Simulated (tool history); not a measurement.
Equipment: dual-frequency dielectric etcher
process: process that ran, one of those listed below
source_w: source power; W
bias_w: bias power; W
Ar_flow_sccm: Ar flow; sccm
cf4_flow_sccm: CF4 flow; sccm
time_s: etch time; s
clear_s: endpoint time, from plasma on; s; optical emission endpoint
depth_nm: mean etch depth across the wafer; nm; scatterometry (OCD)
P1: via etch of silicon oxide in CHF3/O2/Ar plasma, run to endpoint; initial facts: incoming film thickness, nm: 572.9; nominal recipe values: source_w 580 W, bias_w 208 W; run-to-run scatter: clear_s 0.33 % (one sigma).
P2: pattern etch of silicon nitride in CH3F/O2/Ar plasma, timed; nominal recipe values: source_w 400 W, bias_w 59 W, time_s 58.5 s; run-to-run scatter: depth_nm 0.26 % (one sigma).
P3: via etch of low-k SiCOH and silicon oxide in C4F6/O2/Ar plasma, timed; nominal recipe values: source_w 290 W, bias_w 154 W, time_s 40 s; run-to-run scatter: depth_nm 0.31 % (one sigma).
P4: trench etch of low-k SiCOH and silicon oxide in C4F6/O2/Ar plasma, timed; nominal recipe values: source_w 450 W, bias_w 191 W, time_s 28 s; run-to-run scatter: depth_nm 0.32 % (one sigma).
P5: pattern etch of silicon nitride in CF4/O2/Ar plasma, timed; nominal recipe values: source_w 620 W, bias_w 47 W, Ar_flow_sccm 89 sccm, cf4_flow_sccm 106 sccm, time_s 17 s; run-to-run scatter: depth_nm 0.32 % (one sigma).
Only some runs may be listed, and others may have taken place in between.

run 1 hour=6.1 | process=P1 source_w=580 bias_w=208 | clear_s=285.46
run 2 hour=12.2 | process=P5 source_w=480 bias_w=47 Ar_flow_sccm=89 cf4_flow_sccm=106 time_s=17 | depth_nm=31.163
run 3 hour=17.9 | process=P2 source_w=400 bias_w=59 time_s=58.5 | depth_nm=38.029
run 4 hour=25.3 | process=P1 source_w=580 bias_w=208 | clear_s=283.91
run 5 hour=28.7 | process=P5 source_w=620 bias_w=47 Ar_flow_sccm=89 cf4_flow_sccm=127 time_s=17 | depth_nm=39.866
run 6 hour=35 | process=P4 source_w=450 bias_w=191 time_s=34.5 | depth_nm=116.47
run 7 hour=39.3 | process=P3 source_w=370 bias_w=154 time_s=40 | depth_nm=95.371
run 8 hour=45.4 | process=P2 source_w=400 bias_w=59 time_s=58.5 | depth_nm=37.966
run 9 hour=51.1 | process=P5 source_w=620 bias_w=47 Ar_flow_sccm=60 cf4_flow_sccm=106 time_s=17 | depth_nm=40.295
run 10 hour=56.7 | process=P1 source_w=580 bias_w=208 | clear_s=287.51
-- hour=60.8 wet clean of the chamber
run 11 hour=61.6 | process=P4 source_w=450 bias_w=143 time_s=28 | depth_nm=85.668
run 12 hour=68.2 | process=P2 source_w=510 bias_w=59 time_s=58.5 | depth_nm=41.74
run 13 hour=75.4 | process=P1 source_w=580 bias_w=208 | clear_s=285.55
run 14 hour=78.8 | process=P1 source_w=580 bias_w=167 | clear_s=309.04
run 15 hour=82.8 | process=P5 source_w=620 bias_w=47 Ar_flow_sccm=89 cf4_flow_sccm=106 time_s=17 | depth_nm=39.053
run 16 hour=86.6 | process=P5 source_w=620 bias_w=47 Ar_flow_sccm=89 cf4_flow_sccm=106 time_s=23 | depth_nm=52.264
run 17 hour=91.1 | process=P1 source_w=450 bias_w=275 | clear_s=282.82
run 18 hour=97.7 | process=P2 source_w=400 bias_w=44 time_s=58.5 | depth_nm=34.509
run 19 hour=103.9 | process=P3 source_w=290 bias_w=154 time_s=40 | depth_nm=87.245
run 20 hour=111.1 | process=P3 source_w=290 bias_w=154 time_s=26 | depth_nm=56.658
run 21 hour=115.7 | process=P1 source_w=440 bias_w=208 | clear_s=317.49
run 22 hour=120.4 | process=P1 source_w=580 bias_w=208 | clear_s=284.18
run 23 hour=124.4 | process=P5 source_w=620 bias_w=61 Ar_flow_sccm=89 cf4_flow_sccm=106 time_s=17 | depth_nm=42.995
run 24 hour=131.1 | process=P5 source_w=620 bias_w=47 Ar_flow_sccm=89 cf4_flow_sccm=106 time_s=17 | depth_nm=38.7
run 25 hour=136.5 | process=P2 source_w=400 bias_w=59 time_s=37 | depth_nm=23.825
run 26 hour=143.2 | process=P4 source_w=450 bias_w=191 time_s=28 | depth_nm=94.526
run 27 hour=147.6 | process=P3 source_w=290 bias_w=97 time_s=40 | depth_nm=75.806
run 28 hour=151.9 | process=P4 source_w=270 bias_w=191 time_s=28 | depth_nm=77.255
run 29 hour=156.5 | process=P1 source_w=780 bias_w=208 | clear_s=256.2
run 30 hour=163.2 | process=P1 source_w=580 bias_w=208 | clear_s=285.27
run 31 hour=168.9 | process=P1 source_w=580 bias_w=295 | clear_s=251.59
run 32 hour=175.7 | process=P1 source_w=580 bias_w=208 | clear_s=286.71
run 33 hour=183 | process=P1 source_w=580 bias_w=208 | clear_s=283.19
run 34 hour=188 | process=P1 source_w=580 bias_w=208 | clear_s=283.51
run 35 hour=194 | process=P1 source_w=580 bias_w=208 | clear_s=283.44
run 36 hour=198.1 | process=P1 source_w=580 bias_w=208 | clear_s=282.02
run 37 hour=201.7 | process=P1 source_w=580 bias_w=208 | clear_s=280.08
-- hour=203.4 wet clean of the chamber
run 38 hour=209 | process=P1 source_w=580 bias_w=208 | clear_s=280.94
run 39 hour=214.7 | process=P1 source_w=580 bias_w=208 | clear_s=280.18
run 40 hour=220.5 | process=P1 source_w=580 bias_w=208 | clear_s=280.16
run 41 hour=227.3 | process=P1 source_w=580 bias_w=208 | clear_s=280.44
run 42 hour=233.7 | process=P1 source_w=580 bias_w=208 | clear_s=280.73

What P1 gives has crept away from where it was. These 2 causes fit the log equally well, each at the size given:
A: source power that arrives over what is set, % = 4.41
B: bias power that arrives over what is set, % = 4.82
The drift started at roughly hour 175.7.
Every other cause this tool's parts could produce, and why it does not fit the log:
chamber walls in a state that raises the etch rate, %: serviced after onset, at hour 203.4, with no recovery of the prior output

Which of the check runs below tells the causes apart, meaning the causes would give it clearly different results? Each run uses 2 wafers whose results are averaged, and each result is shown as a question mark.
run check 1 hour=240.1 | process=P5 source_w=620 bias_w=47 Ar_flow_sccm=89 cf4_flow_sccm=106 time_s=17 | depth_nm=?
run check 2 hour=240.1 | process=P2 source_w=400 bias_w=59 time_s=58.5 | depth_nm=?
run check 3 hour=240.1 | process=P3 source_w=290 bias_w=154 time_s=40 | depth_nm=?
run check 4 hour=240.1 | process=P4 source_w=450 bias_w=191 time_s=28 | depth_nm=?

If the cause were each of the candidates in turn, the checks would give the following:
check=check_1 result=depth_nm if_A=40.346 if_B=39.505
check=check_2 result=depth_nm if_A=38.501 if_B=38.458
check=check_3 result=depth_nm if_A=88.183 if_B=88.002
check=check_4 result=depth_nm if_A=96.1 if_B=95.928
Distance between the nearest two causes, measured in the result of the check that separates them most: check 1 2.11 %; check 2 0.11 %; check 3 0.21 %; check 4 0.18 %
Only check 1 tells the causes apart: in the others they would give nearly the same result.

Then check 1 was run and gave: depth_nm 40.163 nm. Which cause is it?

The cause is A: source power that arrives over what is set, %.

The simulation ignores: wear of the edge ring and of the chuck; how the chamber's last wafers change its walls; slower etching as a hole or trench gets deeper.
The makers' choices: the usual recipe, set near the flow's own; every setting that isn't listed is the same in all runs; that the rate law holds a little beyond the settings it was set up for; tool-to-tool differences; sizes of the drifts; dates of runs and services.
